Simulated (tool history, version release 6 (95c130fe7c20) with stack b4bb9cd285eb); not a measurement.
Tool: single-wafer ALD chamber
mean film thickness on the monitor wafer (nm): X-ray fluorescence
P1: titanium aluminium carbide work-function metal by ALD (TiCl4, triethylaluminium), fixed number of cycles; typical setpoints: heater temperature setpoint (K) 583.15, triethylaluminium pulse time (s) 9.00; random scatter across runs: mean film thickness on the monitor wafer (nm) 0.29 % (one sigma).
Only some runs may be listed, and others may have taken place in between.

| run | hour | heater temperature setpoint (K) | triethylaluminium pulse time (s) | mean film thickness on the monitor wafer (nm) |
|---|---|---|---|---|
| 1 | 6.0 | 583.15 | 9.00 | 2.1241 |
| 2 | 12.2 | 583.15 | 9.00 | 2.1335 |
| 3 | 21.7 | 607.15 | 9.00 | 2.3400 |
| 4 | 29.6 | 583.15 | 3.29 | 1.5072 |
| 5 | 35.4 | 596.15 | 5.30 | 1.9582 |
| 6 | 40.6 | 583.15 | 9.00 | 2.1245 |
| 7 | 47.2 | 583.15 | 13.52 | 2.2012 |
| 8 | 54.8 | 562.15 | 9.00 | 1.9400 |
| 9 | 62.6 | 599.15 | 13.05 | 2.3531 |
| 10 | 71.5 | 583.15 | 9.00 | 2.1268 |
| 11 | 79.2 | 583.15 | 9.00 | 2.1399 |
| 12 | 88.1 | 583.15 | 9.00 | 2.1239 |
| 13 | 94.9 | 583.15 | 9.00 | 2.0986 |
| 14 | 102.8 | 583.15 | 9.00 | 2.1052 |
| 15 | 111.3 | 583.15 | 9.00 | 2.0980 |
| 16 | 118.8 | 583.15 | 9.00 | 2.0817 |
| 17 | 125.1 | 583.15 | 9.00 | 2.0901 |
| 18 | 129.5 | 583.15 | 9.00 | 2.0791 |
| 19 | 136.6 | 583.15 | 9.00 | 2.0841 |

Estimate the outcome of run 20 from the log above:
| 20 | 142.5 | 583.15 | 9.00 | ? |

For run 20 the tool returned mean film thickness on the monitor wafer (nm) 2.0940.
